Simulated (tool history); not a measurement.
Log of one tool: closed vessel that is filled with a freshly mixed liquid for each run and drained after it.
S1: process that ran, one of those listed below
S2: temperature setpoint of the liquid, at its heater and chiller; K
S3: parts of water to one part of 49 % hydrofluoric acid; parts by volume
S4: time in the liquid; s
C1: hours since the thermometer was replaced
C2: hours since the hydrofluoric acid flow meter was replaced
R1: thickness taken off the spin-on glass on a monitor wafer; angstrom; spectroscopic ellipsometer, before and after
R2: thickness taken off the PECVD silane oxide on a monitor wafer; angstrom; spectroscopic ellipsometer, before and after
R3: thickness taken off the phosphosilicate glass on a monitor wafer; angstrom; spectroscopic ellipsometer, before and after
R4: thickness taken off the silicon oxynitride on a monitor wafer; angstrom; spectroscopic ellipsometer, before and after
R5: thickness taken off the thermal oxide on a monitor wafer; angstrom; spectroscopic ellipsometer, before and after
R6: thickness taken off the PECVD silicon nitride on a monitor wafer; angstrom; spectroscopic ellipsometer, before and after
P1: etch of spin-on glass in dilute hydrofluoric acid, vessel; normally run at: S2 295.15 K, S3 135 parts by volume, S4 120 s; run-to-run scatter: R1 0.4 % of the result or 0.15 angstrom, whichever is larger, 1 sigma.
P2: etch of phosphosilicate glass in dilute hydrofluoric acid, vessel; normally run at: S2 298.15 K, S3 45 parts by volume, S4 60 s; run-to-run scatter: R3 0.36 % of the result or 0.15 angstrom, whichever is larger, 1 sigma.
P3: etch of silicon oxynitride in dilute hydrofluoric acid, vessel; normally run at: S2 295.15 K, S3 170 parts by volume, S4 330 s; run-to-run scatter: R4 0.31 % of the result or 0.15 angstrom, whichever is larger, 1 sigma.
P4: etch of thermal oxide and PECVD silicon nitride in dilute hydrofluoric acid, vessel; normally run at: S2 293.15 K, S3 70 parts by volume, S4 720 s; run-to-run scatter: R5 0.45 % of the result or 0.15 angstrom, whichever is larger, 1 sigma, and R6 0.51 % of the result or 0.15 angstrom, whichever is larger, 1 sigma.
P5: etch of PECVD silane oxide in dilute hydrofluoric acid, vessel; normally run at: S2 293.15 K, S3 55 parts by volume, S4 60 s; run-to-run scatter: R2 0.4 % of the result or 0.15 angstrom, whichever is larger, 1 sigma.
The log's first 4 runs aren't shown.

| run | day | S1 | S2 | S3 | S4 | C1 | C2 | R1 | R2 | R3 | R4 | R5 | R6 |
|---|---|---|---|---|---|---|---|---|---|---|---|---|---|
| 5 | 0.812 | P1 | 295.15 | 135 | 120 | 740.4 | 1396.2 | 262.45 |  |  |  |  |  |
| 6 | 0.946 | P2 | 298.15 | 45 | 60 | 743.6 | 1399.4 |  |  | 968.87 |  |  |  |
| 7 | 1.158 | P1 | 295.15 | 55 | 220 | 748.7 | 1404.5 | 1290.8 |  |  |  |  |  |
| 8 | 1.262 | P1 | 295.15 | 65 | 45 | 751.2 | 1407 | 221.24 |  |  |  |  |  |
| 9 | 1.433 | P3 | 295.15 | 65 | 330 | 755.3 | 1411.1 |  |  |  | 225.41 |  |  |
| 10 | 1.562 | P1 | 295.15 | 135 | 120 | 758.4 | 1414.2 | 259.85 |  |  |  |  |  |
| 11 | 1.729 | P2 | 298.15 | 30 | 60 | 762.4 | 1418.2 |  |  | 1486.2 |  |  |  |
| 12 | 1.858 | P4 | 293.15 | 25 | 720 | 765.5 | 1421.3 |  |  |  |  | 1260.9 | 801.73 |
| 13 | 1.967 | P5 | 293.15 | 55 | 100 | 768.1 | 1423.9 |  | 431.77 |  |  |  |  |
| 14 | 2.146 | P1 | 295.15 | 135 | 120 | 772.4 | 1428.2 | 259.52 |  |  |  |  |  |
| 15 | 2.329 | P1 | 295.15 | 230 | 120 | 776.8 | 1432.6 | 139.37 |  |  |  |  |  |
| 16 | 2.475 | P4 | 293.15 | 70 | 720 | 780.3 | 1436.1 |  |  |  |  | 428.8 | 294.17 |
| 17 | 2.625 | P5 | 301.15 | 55 | 60 | 783.9 | 1439.7 |  | 357.05 |  |  |  |  |
| 18 | 2.821 | P2 | 298.15 | 45 | 100 | 788.6 | 1444.4 |  |  | 1623.3 |  |  |  |
| 19 | 3.004 | P1 | 291.65 | 135 | 120 | 793 | 1448.8 | 227.1 |  |  |  |  |  |
| 20 | 3.129 | P4 | 297.65 | 70 | 720 | 796 | 1451.8 |  |  |  |  | 516.16 | 401.39 |
| 21 | 3.342 | P1 | 295.15 | 135 | 30 | 801.1 | 1456.9 | 65.086 |  |  |  |  |  |
| 22 | 3.496 | P3 | 303.15 | 170 | 330 | 804.8 | 1460.6 |  |  |  | 114.06 |  |  |
| 23 | 3.679 | P1 | 295.15 | 135 | 120 | 809.2 | 1465 | 258.38 |  |  |  |  |  |
| 24 | 3.812 | P1 | 295.15 | 60 | 120 | 812.4 | 1468.2 | 641.81 |  |  |  |  |  |

The next listed run, before its measurement:
| 25 | 3.95 | P3 | 295.15 | 170 | 125 | 815.7 | 1471.5 |  |  |  | ? |  |  |

Run 25 gave R4 30.172 angstrom.

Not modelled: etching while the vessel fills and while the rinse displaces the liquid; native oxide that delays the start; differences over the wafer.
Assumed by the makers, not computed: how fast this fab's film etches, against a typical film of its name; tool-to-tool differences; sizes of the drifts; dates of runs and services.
